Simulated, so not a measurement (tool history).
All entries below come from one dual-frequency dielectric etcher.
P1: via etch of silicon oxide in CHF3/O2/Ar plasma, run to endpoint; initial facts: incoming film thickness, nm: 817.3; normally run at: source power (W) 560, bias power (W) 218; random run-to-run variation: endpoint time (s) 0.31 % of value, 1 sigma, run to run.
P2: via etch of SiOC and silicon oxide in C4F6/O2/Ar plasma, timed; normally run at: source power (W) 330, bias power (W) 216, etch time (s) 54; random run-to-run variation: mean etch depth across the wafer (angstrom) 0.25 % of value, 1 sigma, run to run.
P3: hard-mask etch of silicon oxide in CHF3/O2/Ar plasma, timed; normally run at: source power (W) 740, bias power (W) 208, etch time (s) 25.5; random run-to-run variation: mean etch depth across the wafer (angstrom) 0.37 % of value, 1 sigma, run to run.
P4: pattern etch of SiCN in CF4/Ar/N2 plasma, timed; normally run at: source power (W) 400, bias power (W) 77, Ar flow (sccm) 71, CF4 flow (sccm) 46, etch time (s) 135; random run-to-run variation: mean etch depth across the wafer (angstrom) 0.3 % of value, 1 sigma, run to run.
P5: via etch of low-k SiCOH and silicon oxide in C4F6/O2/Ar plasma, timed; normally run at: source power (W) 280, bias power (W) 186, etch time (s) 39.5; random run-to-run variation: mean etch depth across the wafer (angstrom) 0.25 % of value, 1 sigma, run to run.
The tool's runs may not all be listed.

run,day,process that ran,source power (W),bias power (W),etch time (s),Ar flow (sccm),CF4 flow (sccm),endpoint time (s),mean etch depth across the wafer (angstrom)
1,0.15,P1,560,218,,,,395.53,
2,0.404,P1,560,218,,,,397.84,
3,0.596,P1,340,218,,,,479.4,
4,0.775,P5,280,114,39.5,,,,718.65
5,0.988,P4,400,49,135,71,46,,918.98
6,1.154,P2,330,216,54,,,,614.75
7,1.408,P1,560,218,,,,396.84,
8,1.558,P4,400,77,135,71,46,,1074.7
9,1.858,P3,900,208,25.5,,,,613.48
10,1.996,P3,740,208,14,,,,312.28
11,2.258,P1,430,258,,,,411.86,
12,2.5,P2,330,216,31,,,,353.01
# day 2.567: source power generator calibrated
13,2.762,P4,540,77,135,71,46,,1403.1
14,2.967,P4,400,77,135,71,28,,996.83
15,3.138,P3,740,279,25.5,,,,635.69
16,3.417,P5,280,186,39.5,,,,837.87
17,3.625,P3,740,208,25.5,,,,571.28
18,3.875,P5,170,186,39.5,,,,689.9
19,4.038,P1,560,218,,,,398.01,
20,4.212,P1,660,218,,,,371.48,
21,4.504,P2,240,216,54,,,,545.2
22,4.762,P4,400,77,135,71,46,,1071
23,4.954,P4,400,77,196.5,71,46,,1560.2
24,5.217,P1,560,149,,,,450.36,
25,5.404,P5,280,186,28.5,,,,602.79
26,5.579,P4,400,77,135,85,46,,1049.1
27,5.854,P1,560,304,,,,353.23,
28,6.15,P2,330,168,54,,,,567.82
29,6.338,P1,560,218,,,,395.86,
30,6.654,P1,560,218,,,,400.74,
31,6.838,P1,560,218,,,,401.31,
32,7.129,P1,560,218,,,,402.66,
# day 7.233: wet clean of the chamber
33,7.283,P1,560,218,,,,402.73,
34,7.579,P1,560,218,,,,403.18,
35,7.767,P1,560,218,,,,402.91,
36,7.942,P1,560,218,,,,402.04,
37,8.108,P1,560,218,,,,404.51,
38,8.362,P1,560,218,,,,405.2,
39,8.629,P1,560,218,,,,402.32,
40,8.792,P1,560,218,,,,404.36,

P1 no longer gives what it gave before; its output has crept away from where it was. The following 2 causes, each at its listed size, fit the log equally well:
A: bias power that arrives under what is set, % = 4.75
B: source power that arrives under what is set, % = 4.4
The gradual shift began around day 6.338.
Each remaining cause and why it is not a fit:
chamber walls in a state that lowers the etch rate, %: its service at day 7.233 followed the start of the drift and did not put the process back to its old value

4 check runs are offered, one wafer each, their results left as question marks. Which one tells the causes apart?
check 1,8.954,P4,400,77,135,71,32,,?
check 2,8.954,P3,870,208,19,,,,?
check 3,8.954,P5,190,186,30,,,,?
check 4,8.954,P2,250,216,43.5,,,,?

What each check would give under each cause:
check,result,if A,if B
check 1,mean etch depth across the wafer (angstrom),997.54,977.14
check 2,mean etch depth across the wafer (angstrom),445.41,445.03
check 3,mean etch depth across the wafer (angstrom),539.21,538.69
check 4,mean etch depth across the wafer (angstrom),439.65,439.47
Smallest distance between any two causes, each pair judged by its most separating result, in per cent: check 1 2.07 %; check 2 0.09 %; check 3 0.1 %; check 4 0.04 %
The causes can be told apart only by check 1. The other checks would give nearly the same results under each of them.

Check 1 was carried out, with these results: mean etch depth across the wafer (angstrom) 975.78. Which of the listed causes is responsible?

Of the candidate causes, it is B: source power that arrives under what is set, %.
